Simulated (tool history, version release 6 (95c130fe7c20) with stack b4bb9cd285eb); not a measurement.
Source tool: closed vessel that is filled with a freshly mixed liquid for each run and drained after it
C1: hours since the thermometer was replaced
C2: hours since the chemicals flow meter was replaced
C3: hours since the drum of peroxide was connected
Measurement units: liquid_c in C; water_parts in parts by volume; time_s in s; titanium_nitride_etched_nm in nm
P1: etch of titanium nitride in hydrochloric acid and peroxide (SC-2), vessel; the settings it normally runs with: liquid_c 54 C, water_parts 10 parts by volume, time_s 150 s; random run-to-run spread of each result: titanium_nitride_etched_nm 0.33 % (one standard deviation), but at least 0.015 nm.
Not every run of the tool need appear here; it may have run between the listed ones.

run 1 hour=11.6 | liquid_c=54 water_parts=10 time_s=150 | C1=473.3 C2=1204.5 C3=788.5 | titanium_nitride_etched_nm=6.7113
run 2 hour=22.4 | liquid_c=54 water_parts=17.5 time_s=150 | C1=484.1 C2=1215.3 C3=799.3 | titanium_nitride_etched_nm=4.1899
run 3 hour=33.8 | liquid_c=38.5 water_parts=10 time_s=150 | C1=495.5 C2=1226.7 C3=810.7 | titanium_nitride_etched_nm=2.3047
run 4 hour=45.7 | liquid_c=46 water_parts=10 time_s=210 | C1=507.4 C2=1238.6 C3=822.6 | titanium_nitride_etched_nm=5.5523
run 5 hour=53.8 | liquid_c=54 water_parts=10 time_s=290 | C1=515.5 C2=1246.7 C3=830.7 | titanium_nitride_etched_nm=13.122
-- hour=58 new drum of peroxide connected
run 6 hour=65.2 | liquid_c=69 water_parts=10 time_s=150 | C1=526.9 C2=1258.1 C3=7.3 | titanium_nitride_etched_nm=17.311
run 7 hour=76.6 | liquid_c=54 water_parts=10 time_s=150 | C1=538.3 C2=1269.5 C3=18.7 | titanium_nitride_etched_nm=6.7927
run 8 hour=90.4 | liquid_c=54 water_parts=10 time_s=30 | C1=552.1 C2=1283.3 C3=32.5 | titanium_nitride_etched_nm=1.3458
run 9 hour=99 | liquid_c=54 water_parts=10 time_s=150 | C1=560.7 C2=1291.9 C3=41.1 | titanium_nitride_etched_nm=6.791
run 10 hour=110.2 | liquid_c=54 water_parts=10 time_s=150 | C1=571.9 C2=1303.1 C3=52.3 | titanium_nitride_etched_nm=6.8022
run 11 hour=119.6 | liquid_c=54 water_parts=4 time_s=150 | C1=581.3 C2=1312.5 C3=61.7 | titanium_nitride_etched_nm=13.5
run 12 hour=131.1 | liquid_c=68 water_parts=10 time_s=295 | C1=592.8 C2=1324 C3=73.2 | titanium_nitride_etched_nm=31.645
run 13 hour=145.6 | liquid_c=54 water_parts=10 time_s=150 | C1=607.3 C2=1338.5 C3=87.7 | titanium_nitride_etched_nm=6.7622
run 14 hour=156 | liquid_c=54 water_parts=10 time_s=150 | C1=617.7 C2=1348.9 C3=98.1 | titanium_nitride_etched_nm=6.7606
run 15 hour=163.5 | liquid_c=54 water_parts=10 time_s=150 | C1=625.2 C2=1356.4 C3=105.6 | titanium_nitride_etched_nm=6.6243
run 16 hour=176.5 | liquid_c=54 water_parts=10 time_s=150 | C1=638.2 C2=1369.4 C3=118.6 | titanium_nitride_etched_nm=6.4915
-- hour=185.3 new drum of peroxide connected
run 17 hour=191.3 | liquid_c=54 water_parts=10 time_s=150 | C1=653 C2=1384.2 C3=6 | titanium_nitride_etched_nm=6.3923
run 18 hour=206.1 | liquid_c=54 water_parts=10 time_s=150 | C1=667.8 C2=1399 C3=20.8 | titanium_nitride_etched_nm=6.3667
run 19 hour=220.8 | liquid_c=54 water_parts=10 time_s=150 | C1=682.5 C2=1413.7 C3=35.5 | titanium_nitride_etched_nm=6.3123
run 20 hour=229.7 | liquid_c=54 water_parts=10 time_s=150 | C1=691.4 C2=1422.6 C3=44.4 | titanium_nitride_etched_nm=6.3397
run 21 hour=236.5 | liquid_c=54 water_parts=10 time_s=150 | C1=698.2 C2=1429.4 C3=51.2 | titanium_nitride_etched_nm=6.314

P1 no longer gives what it gave before; its output has crept away from where it was. The following 2 causes, each at its listed size, fit the log equally well:
A: liquid colder than its thermometer reads (K) = 1.07
B: chemicals flow below the setpoint (%) = 7.95
Onset of the creep was near hour 156.
Why every other cause is out:
peroxide weaker than its label (%): was serviced at hour 185.3, once the creep was under way, yet the earlier output never came back

4 check runs are offered, each on 3 wafers whose results are averaged, their results left as question marks. Which one tells the causes apart?
run check 1 hour=243.3 | liquid_c=67.5 water_parts=10 time_s=30 | titanium_nitride_etched_nm=?
run check 2 hour=243.3 | liquid_c=39.5 water_parts=4 time_s=150 | titanium_nitride_etched_nm=?
run check 3 hour=243.3 | liquid_c=54 water_parts=16.5 time_s=150 | titanium_nitride_etched_nm=?
run check 4 hour=243.3 | liquid_c=54 water_parts=17.5 time_s=30 | titanium_nitride_etched_nm=?

Outcome of each check run for each possible cause:
check=check_1 result=titanium_nitride_etched_nm if_A=2.9517 if_B=2.9366
check=check_2 result=titanium_nitride_etched_nm if_A=4.6757 if_B=4.7729
check=check_3 result=titanium_nitride_etched_nm if_A=4.0962 if_B=4.0784
check=check_4 result=titanium_nitride_etched_nm if_A=0.77724 if_B=0.77352
Distance between the nearest two causes, measured in the result of the check that separates them most: check 1 0.51 %; check 2 2.06 %; check 3 0.44 %; check 4 0.48 %
Only in check 2 would the causes give clearly different results; in the remaining checks their results would be nearly the same.

Then check 2 was run and gave: titanium_nitride_etched_nm 4.6599 nm. Which cause is it?

It was cause A: liquid colder than its thermometer reads (K).
